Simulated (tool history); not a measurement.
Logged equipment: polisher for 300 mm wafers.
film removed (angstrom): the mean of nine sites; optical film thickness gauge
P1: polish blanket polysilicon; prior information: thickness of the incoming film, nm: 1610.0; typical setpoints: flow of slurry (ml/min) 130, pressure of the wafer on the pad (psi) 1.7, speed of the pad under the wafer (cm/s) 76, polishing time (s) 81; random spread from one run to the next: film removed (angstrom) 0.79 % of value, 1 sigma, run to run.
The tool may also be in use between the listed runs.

run   hour  flow of slurry (ml/min)  pressure of the wafer on the pad (psi)  speed of the pad under the wafer (cm/s)  polishing time (s)  wafers polished on this pad  hours since the slurry nozzle was cleaned  hours since the head pressure was calibrated  film removed (angstrom)
  1    4.2                      130                                     1.7                                       76                  81                          804                                         75                                         108.2                   3719.5
  2   11.2                      130                                       1                                       76                  81                          882                                         82                                         115.2                   2199.2
  3   18.5                       80                                     1.7                                       76                  81                          964                                       89.3                                         122.5                   3313.3
  4   22.3                      130                                     0.8                                      114                  81                         1007                                       93.1                                         126.3                   2649.6
  5   28.2                      190                                     1.7                                       76                  81                         1073                                         99                                         132.2                   3985.3
  6     32                      130                                     1.7                                       76                  81                         1115                                      102.8                                           136                   3736.7
  7   38.2                      130                                     1.7                                       76                  81                         1185                                        109                                         142.2                   3757.4
  8   41.8                      130                                     1.7                                       76                  44                         1225                                      112.6                                         145.8                   2029.8
  9   47.5                      130                                     1.7                                       76                 123                         1289                                      118.3                                         151.5                   5696.3
 10     52                      130                                     1.7                                       36                  81                         1339                                      122.8                                           156                   1794.3
 11   57.8                      130                                     1.7                                       76                  81                         1404                                      128.6                                         161.8                     3692
 12   65.1                      130                                     1.7                                       76                  81                         1486                                      135.9                                         169.1                   3697.9
 13   68.5                      130                                     1.7                                       94                  38                         1524                                      139.3                                         172.5                   2159.4
 14   74.6                      130                                     2.7                                       76                  81                         1593                                      145.4                                         178.6                   5919.2
 15     79                      130                                     1.7                                      116                  81                         1642                                      149.8                                           183                   5683.8
 16   83.9                      130                                     1.7                                       76                  81                         1697                                      154.7                                         187.9                     3775
 17   89.4                      130                                     1.7                                       76                  81                         1759                                      160.2                                         193.4                   3625.5
 18   94.2                      130                                     1.7                                       76                  81                         1812                                        165                                         198.2                   3575.5
 19   99.7                      130                                     1.7                                       76                  81                         1874                                      170.5                                         203.7                   3514.2
 20  103.6                      130                                     1.7                                       76                  81                         1918                                      174.4                                         207.6                   3496.3
 21  107.8                      130                                     1.7                                       76                  81                         1965                                      178.6                                         211.8                   3502.4
 22  113.5                      130                                     1.7                                       76                  81                         2029                                      184.3                                         217.5                   3465.8
     114.9  -- head pressure recalibrated
 23  120.6                      130                                     1.7                                       76                  81                         2108                                      191.4                                           5.7                   3431.7
 24  126.3                      130                                     1.7                                       76                  81                         2172                                      197.1                                          11.4                     3466
 25  130.3                      130                                     1.7                                       76                  81                         2217                                      201.1                                          15.4                   3402.9
 26  133.8                      130                                     1.7                                       76                  81                         2256                                      204.6                                          18.9                   3444.1

What P1 gives has crept away from where it was. These 2 causes fit the log equally well, each at the size given:
A: slurry flow missing at the pad, % = 30.5
B: removal rate lost through wear of the pad, % = 8.14
The gradual shift began around hour 83.9.
What rules out each remaining cause:
head's pressure below its setpoint, %: maintenance at hour 114.9, after the shift began, did not return the process to its former output

You are offered 4 check runs, listed below with question marks in place of their results; each one averages 2 wafers. Which run separates the listed causes by giving clearly different results for each?
check 1  137.3                      130                                     2.6                                       76                  81                                                                                                                                              ?
check 2  137.3                      130                                     1.7                                      114                  81                                                                                                                                              ?
check 3  137.3                       80                                     1.7                                       76                 100                                                                                                                                              ?
check 4  137.3                      130                                     2.6                                       92                  81                                                                                                                                              ?

What each check would give under each cause:
  check                   result    if A    if B
check 1  film removed (angstrom)  5256.8  5256.3
check 2  film removed (angstrom)  5155.8  5155.3
check 3  film removed (angstrom)  3602.8    3764
check 4  film removed (angstrom)  6363.6  6362.9
Separation of the two closest causes in each check, using whichever result separates them best: check 1 0.01 %; check 2 0.01 %; check 3 4.38 %; check 4 0.01 %
The other checks would show nearly matching results whichever cause is true, so check 3 is the only one that separates the causes.

Here is what check 3 returned: film removed (angstrom) 3774.5. Which cause is it?

It is B: removal rate lost through wear of the pad, %.
